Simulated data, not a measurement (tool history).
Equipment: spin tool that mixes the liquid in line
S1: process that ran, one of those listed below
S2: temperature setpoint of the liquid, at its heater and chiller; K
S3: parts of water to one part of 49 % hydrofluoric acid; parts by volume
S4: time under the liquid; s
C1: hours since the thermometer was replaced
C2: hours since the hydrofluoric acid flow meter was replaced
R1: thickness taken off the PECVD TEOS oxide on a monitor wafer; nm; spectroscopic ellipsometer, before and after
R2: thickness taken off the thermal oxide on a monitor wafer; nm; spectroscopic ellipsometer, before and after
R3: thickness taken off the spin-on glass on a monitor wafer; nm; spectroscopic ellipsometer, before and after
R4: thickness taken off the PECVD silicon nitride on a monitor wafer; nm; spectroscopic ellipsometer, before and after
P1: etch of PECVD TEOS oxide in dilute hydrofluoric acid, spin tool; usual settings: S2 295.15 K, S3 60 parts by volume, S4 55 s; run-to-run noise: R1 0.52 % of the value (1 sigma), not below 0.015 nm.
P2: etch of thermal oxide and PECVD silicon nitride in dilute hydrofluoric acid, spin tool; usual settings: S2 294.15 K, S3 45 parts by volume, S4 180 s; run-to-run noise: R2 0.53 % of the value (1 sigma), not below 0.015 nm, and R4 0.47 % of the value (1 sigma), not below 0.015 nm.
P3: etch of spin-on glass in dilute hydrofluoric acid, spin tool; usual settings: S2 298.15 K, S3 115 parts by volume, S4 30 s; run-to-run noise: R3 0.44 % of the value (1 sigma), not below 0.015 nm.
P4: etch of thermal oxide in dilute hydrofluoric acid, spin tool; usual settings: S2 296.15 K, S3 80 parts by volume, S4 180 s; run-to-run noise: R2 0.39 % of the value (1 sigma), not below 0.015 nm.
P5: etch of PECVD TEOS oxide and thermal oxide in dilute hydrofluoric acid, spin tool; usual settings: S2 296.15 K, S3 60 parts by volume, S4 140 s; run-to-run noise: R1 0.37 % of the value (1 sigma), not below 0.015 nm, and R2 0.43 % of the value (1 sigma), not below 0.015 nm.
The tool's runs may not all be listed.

{"run": 1, "hour": 13.7, "S1": "P1", "S2": 295.15, "S3": 60, "S4": 55, "C1": 527.8, "C2": 865.5, "R1": 7.5958}
{"run": 2, "hour": 25.5, "S1": "P1", "S2": 295.15, "S3": 60, "S4": 85, "C1": 539.6, "C2": 877.3, "R1": 11.777}
{"run": 3, "hour": 35.5, "S1": "P1", "S2": 290.15, "S3": 100, "S4": 55, "C1": 549.6, "C2": 887.3, "R1": 3.5505}
{"run": 4, "hour": 49.5, "S1": "P1", "S2": 295.15, "S3": 60, "S4": 55, "C1": 563.6, "C2": 901.3, "R1": 7.6285}
{"run": 5, "hour": 62.2, "S1": "P5", "S2": 296.15, "S3": 60, "S4": 215, "C1": 576.3, "C2": 914.0, "R1": 78.672, "R2": 17.725}
{"run": 6, "hour": 75.9, "S1": "P1", "S2": 295.15, "S3": 60, "S4": 55, "C1": 590.0, "C2": 927.7, "R1": 7.7193}
{"run": 7, "hour": 82.8, "S1": "P5", "S2": 296.15, "S3": 20, "S4": 140, "C1": 596.9, "C2": 934.6, "R1": 160.69, "R2": 36.374}
{"run": 8, "hour": 93.2, "S1": "P4", "S2": 296.15, "S3": 130, "S4": 180, "C1": 607.3, "C2": 945.0, "R2": 6.1367}
{"run": 9, "hour": 101.5, "S1": "P4", "S2": 290.15, "S3": 80, "S4": 180, "C1": 615.6, "C2": 953.3, "R2": 8.1917}
{"run": 10, "hour": 108.3, "S1": "P5", "S2": 296.15, "S3": 60, "S4": 140, "C1": 622.4, "C2": 960.1, "R1": 51.148, "R2": 11.657}
{"run": 11, "hour": 117.6, "S1": "P3", "S2": 305.15, "S3": 115, "S4": 30, "C1": 631.7, "C2": 969.4, "R3": 6.9004}
{"run": 12, "hour": 125.3, "S1": "P1", "S2": 295.15, "S3": 30, "S4": 55, "C1": 639.4, "C2": 977.1, "R1": 15.961}
{"run": 13, "hour": 135.4, "S1": "P1", "S2": 295.15, "S3": 60, "S4": 25, "C1": 649.5, "C2": 987.2, "R1": 3.4519}
{"run": 14, "hour": 148.1, "S1": "P1", "S2": 295.15, "S3": 95, "S4": 105, "C1": 662.2, "C2": 999.9, "R1": 8.8275}
{"run": 15, "hour": 157.5, "S1": "P1", "S2": 295.15, "S3": 60, "S4": 55, "C1": 671.6, "C2": 1009.3, "R1": 7.5843}
{"run": 16, "hour": 167.9, "S1": "P1", "S2": 295.15, "S3": 60, "S4": 55, "C1": 682.0, "C2": 1019.7, "R1": 7.7123}
{"run": 17, "hour": 181.6, "S1": "P3", "S2": 298.15, "S3": 115, "S4": 30, "C1": 695.7, "C2": 1033.4, "R3": 5.2812}
{"run": 18, "hour": 195.1, "S1": "P4", "S2": 296.15, "S3": 80, "S4": 180, "C1": 709.2, "C2": 1046.9, "R2": 10.598}
{"run": 19, "hour": 205.6, "S1": "P5", "S2": 290.15, "S3": 60, "S4": 140, "C1": 719.7, "C2": 1057.4, "R1": 39.639, "R2": 9.0075}
{"run": 20, "hour": 216.0, "S1": "P1", "S2": 299.15, "S3": 60, "S4": 55, "C1": 730.1, "C2": 1067.8, "R1": 8.9341}
{"run": 21, "hour": 223.8, "S1": "P2", "S2": 294.15, "S3": 20, "S4": 180, "C1": 737.9, "C2": 1075.6, "R2": 39.939, "R4": 11.843}
{"run": 22, "hour": 234.5, "S1": "P3", "S2": 298.15, "S3": 115, "S4": 30, "C1": 748.6, "C2": 1086.3, "R3": 5.3383}
{"run": 23, "hour": 242.0, "S1": "P1", "S2": 291.15, "S3": 60, "S4": 55, "C1": 756.1, "C2": 1093.8, "R1": 6.4661}
{"run": 24, "hour": 251.9, "S1": "P2", "S2": 294.15, "S3": 45, "S4": 60, "C1": 766.0, "C2": 1103.7, "R2": 5.8022, "R4": 1.7855}
{"run": 25, "hour": 258.2, "S1": "P1", "S2": 295.15, "S3": 100, "S4": 55, "C1": 772.3, "C2": 1110.0, "R1": 4.3436}
{"run": 26, "hour": 269.3, "S1": "P2", "S2": 290.15, "S3": 45, "S4": 180, "C1": 783.4, "C2": 1121.1, "R2": 14.553, "R4": 4.0677}
{"run": 27, "hour": 277.1, "S1": "P3", "S2": 298.15, "S3": 50, "S4": 30, "C1": 791.2, "C2": 1128.9, "R3": 13.455}
{"run": 28, "hour": 283.9, "S1": "P4", "S2": 296.15, "S3": 80, "S4": 290, "C1": 798.0, "C2": 1135.7, "R2": 16.928}
{"run": 29, "hour": 296.0, "S1": "P2", "S2": 294.15, "S3": 45, "S4": 180, "C1": 810.1, "C2": 1147.8, "R2": 17.232, "R4": 5.3465}
{"run": 30, "hour": 306.0, "S1": "P1", "S2": 295.15, "S3": 30, "S4": 15, "C1": 820.1, "C2": 1157.8, "R1": 4.3315}
{"run": 31, "hour": 313.4, "S1": "P3", "S2": 298.15, "S3": 115, "S4": 15, "C1": 827.5, "C2": 1165.2, "R3": 2.6612}
{"run": 32, "hour": 327.4, "S1": "P1", "S2": 295.15, "S3": 60, "S4": 55, "C1": 841.5, "C2": 1179.2, "R1": 7.6015}
{"run": 33, "hour": 339.2, "S1": "P1", "S2": 295.15, "S3": 60, "S4": 55, "C1": 853.3, "C2": 1191.0, "R1": 7.4799}
{"run": 34, "hour": 348.4, "S1": "P1", "S2": 295.15, "S3": 60, "S4": 55, "C1": 862.5, "C2": 1200.2, "R1": 7.4542}
{"run": 35, "hour": 361.7, "S1": "P1", "S2": 295.15, "S3": 60, "S4": 55, "C1": 875.8, "C2": 1213.5, "R1": 7.3034}
{"run": 36, "hour": 367.7, "S1": "P1", "S2": 295.15, "S3": 60, "S4": 55, "C1": 881.8, "C2": 1219.5, "R1": 7.2463}
{"run": 37, "hour": 375.1, "S1": "P1", "S2": 295.15, "S3": 60, "S4": 55, "C1": 889.2, "C2": 1226.9, "R1": 7.2007}
{"run": 38, "hour": 385.5, "S1": "P1", "S2": 295.15, "S3": 60, "S4": 55, "C1": 899.6, "C2": 1237.3, "R1": 7.2329}
{"run": 39, "hour": 394.6, "S1": "P1", "S2": 295.15, "S3": 60, "S4": 55, "C1": 908.7, "C2": 1246.4, "R1": 7.2135}
{"run": 40, "hour": 403.5, "S1": "P1", "S2": 295.15, "S3": 60, "S4": 55, "C1": 917.6, "C2": 1255.3, "R1": 7.2004}
{"run": 41, "hour": 417.2, "S1": "P1", "S2": 295.15, "S3": 60, "S4": 55, "C1": 931.3, "C2": 1269.0, "R1": 7.1332}
{"run": 42, "hour": 424.1, "S1": "P1", "S2": 295.15, "S3": 60, "S4": 55, "C1": 938.2, "C2": 1275.9, "R1": 7.1905}

The output of P1 has drifted from where it used to be. Each of the 2 causes below, taken at the size shown beside it, accounts for the log equally well:
A: liquid colder than its thermometer reads (K) = 1.44
B: hydrofluoric acid flow below the setpoint (%) = 5.4
The process output started creeping at around hour 327.4.

The check runs listed below each take one wafer, and their results are still question marks. Under which run would the listed causes lead to clearly different results?
{"run": "check 1", "hour": 431.0, "S1": "P5", "S2": 296.15, "S3": 60, "S4": 140, "R1": "?", "R2": "?"}
{"run": "check 2", "hour": 431.0, "S1": "P2", "S2": 294.15, "S3": 45, "S4": 180, "R2": "?", "R4": "?"}
{"run": "check 3", "hour": 431.0, "S1": "P4", "S2": 296.15, "S3": 80, "S4": 180, "R2": "?"}
{"run": "check 4", "hour": 431.0, "S1": "P3", "S2": 298.15, "S3": 115, "S4": 30, "R3": "?"}

Check results expected under each cause:
check=check_1 result=R1 if_A=48.1430 if_B=48.1350
check=check_1 result=R2 if_A=10.9290 if_B=10.9270
check=check_2 result=R2 if_A=16.2620 if_B=16.3030
check=check_2 result=R4 if_A=4.8606 if_B=5.0896
check=check_3 result=R2 if_A=9.9667 if_B=9.9426
check=check_4 result=R3 if_A=5.0279 if_B=4.9917
How far apart the two closest causes lie, in the result that separates them most: check 1 0.02 %; check 2 4.6 %; check 3 0.24 %; check 4 0.72 %
Only in check 2 would the causes give clearly different results; in the remaining checks their results would be nearly the same.

Check 2 was then run and gave: R2 16.2150 nm; R4 4.8403 nm. Which cause is it?

It was cause A: liquid colder than its thermometer reads (K).
